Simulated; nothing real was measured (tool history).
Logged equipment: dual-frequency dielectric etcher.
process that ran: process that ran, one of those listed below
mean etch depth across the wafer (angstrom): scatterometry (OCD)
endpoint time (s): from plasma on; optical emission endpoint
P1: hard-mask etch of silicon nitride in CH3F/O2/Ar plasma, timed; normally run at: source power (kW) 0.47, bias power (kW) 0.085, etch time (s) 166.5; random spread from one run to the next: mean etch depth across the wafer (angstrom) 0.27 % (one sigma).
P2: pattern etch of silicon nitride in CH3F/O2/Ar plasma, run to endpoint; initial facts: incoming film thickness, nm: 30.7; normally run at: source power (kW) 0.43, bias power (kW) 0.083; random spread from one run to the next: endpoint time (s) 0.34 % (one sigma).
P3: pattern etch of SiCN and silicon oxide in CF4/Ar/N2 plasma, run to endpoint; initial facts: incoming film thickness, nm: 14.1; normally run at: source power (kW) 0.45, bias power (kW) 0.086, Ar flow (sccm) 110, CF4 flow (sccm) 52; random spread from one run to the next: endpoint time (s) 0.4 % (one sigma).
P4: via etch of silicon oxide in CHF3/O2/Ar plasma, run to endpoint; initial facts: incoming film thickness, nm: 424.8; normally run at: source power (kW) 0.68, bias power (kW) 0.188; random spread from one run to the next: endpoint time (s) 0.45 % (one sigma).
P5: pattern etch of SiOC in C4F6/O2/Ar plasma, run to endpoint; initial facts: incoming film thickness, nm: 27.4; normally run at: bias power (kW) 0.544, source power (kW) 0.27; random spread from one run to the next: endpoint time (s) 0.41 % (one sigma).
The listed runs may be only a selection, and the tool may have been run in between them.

run   hour  process that ran  source power (kW)  bias power (kW)  etch time (s)  Ar flow (sccm)  CF4 flow (sccm)  mean etch depth across the wafer (angstrom)  endpoint time (s)
  1    7.5                P1               0.47            0.085          166.5                                                                        1326.6
  2   13.4                P1               0.47            0.061          166.5                                                                        1183.1
  3   18.2                P3               0.45            0.052                            110               52                                                          19.169
  4   24.3                P1               0.47            0.085          203.5                                                                        1628.3
  5   32.8                P1               0.47            0.085          166.5                                                                        1334.9
  6   41.6                P4               0.68            0.188                                                                                                          205.45
  7   45.9                P4               0.43            0.188                                                                                                          245.61
  8   54.4                P1               0.47            0.085          166.5                                                                        1330.3
  9   62.2                P1               0.47            0.061          199.5                                                                        1425.1
 10   66.4                P2               0.43            0.083                                                                                                          41.003
 11   74.9                P1               0.47            0.085          166.5                                                                        1334.8
      79.9  -- source power generator calibrated
 12   81.1                P1               0.47            0.085          166.5                                                                        1331.5
 13   85.8                P3               0.45            0.086                             89               52                                                          15.707
 14   92.7                P3               0.45            0.086                            110               52                                                          16.187
 15    100                P5               0.34            0.544                                                                                                          9.7545
 16  107.6                P1               0.64            0.085          166.5                                                                        1490.8
 17  115.3                P1               0.47            0.113          166.5                                                                        1472.8
 18  122.6                P2               0.43            0.112                                                                                                          36.771
 19  128.2                P3               0.45            0.086                            110               36                                                          17.048
 20  136.2                P1               0.38            0.085          166.5                                                                        1217.7
 21  141.4                P1               0.47            0.085            103                                                                        821.14
 22  147.1                P2               0.57            0.083                                                                                                          36.833
 23  152.9                P3               0.58            0.086                            110               52                                                          12.839
 24  160.8                P1               0.47            0.085          166.5                                                                        1325.9
 25  168.6                P4               0.68            0.227                                                                                                          192.76
 26  175.4                P5               0.27            0.544                                                                                                           10.57
 27  181.6                P4               0.68            0.188                                                                                                          207.08
 28  185.6                P5               0.27            0.418                                                                                                          11.714
 29  191.1                P3               0.45            0.086                            110               52                                                          15.998
 30  195.7                P1               0.47            0.085          166.5                                                                        1328.8
 31  202.2                P1               0.47            0.085          166.5                                                                        1340.5
 32  210.4                P1               0.47            0.085          166.5                                                                        1345.1
 33  215.8                P1               0.47            0.085          166.5                                                                        1342.6
 34  222.7                P1               0.47            0.085          166.5                                                                        1346.5
     225.5  -- wet clean of the chamber
 35  230.1                P1               0.47            0.085          166.5                                                                        1353.3
 36  236.5                P1               0.47            0.085          166.5                                                                        1350.1
 37  241.9                P1               0.47            0.085          166.5                                                                        1349.1
 38  246.2                P1               0.47            0.085          166.5                                                                        1350.5
 39  252.3                P1               0.47            0.085          166.5                                                                        1355.7

Something has made what P1 gives creep away from where it was; the 2 causes below, each at its own stated size, fit the log equally well:
A: source power that arrives over what is set, % = 4.47
B: bias power that arrives over what is set, % = 4.77
The creep began at about hour 195.7.
Ruled out, with reasons:
chamber walls in a state that raises the etch rate, %: was serviced at hour 225.5, once the creep was under way, yet the earlier output never came back

Below are 4 check runs, each averaged over 2 wafers, with their results shown as question marks. Which of them would give clearly different results depending on which cause is behind the drift?
check 1  258.4                P4               0.45            0.219                                                                                                               ?
check 2  258.4                P3               0.45            0.053                            110               52                                                               ?
check 3  258.4                P2               0.54            0.106                                                                                                               ?
check 4  258.4                P5               0.32            0.544                                                                                                               ?

Outcome of each check run for each possible cause:
  check             result    if A    if B
check 1  endpoint time (s)   224.8  224.76
check 2  endpoint time (s)  18.397  18.822
check 3  endpoint time (s)  33.751  33.728
check 4  endpoint time (s)  9.7844  9.7666
Smallest distance between any two causes, each pair judged by its most separating result, in per cent: check 1 0.02 %; check 2 2.28 %; check 3 0.07 %; check 4 0.18 %
The other checks would show nearly matching results whichever cause is true, so check 2 is the only one that separates the causes.

Here is what check 2 returned: endpoint time (s) 18.796. Which cause is it?

It is B: bias power that arrives over what is set, %.

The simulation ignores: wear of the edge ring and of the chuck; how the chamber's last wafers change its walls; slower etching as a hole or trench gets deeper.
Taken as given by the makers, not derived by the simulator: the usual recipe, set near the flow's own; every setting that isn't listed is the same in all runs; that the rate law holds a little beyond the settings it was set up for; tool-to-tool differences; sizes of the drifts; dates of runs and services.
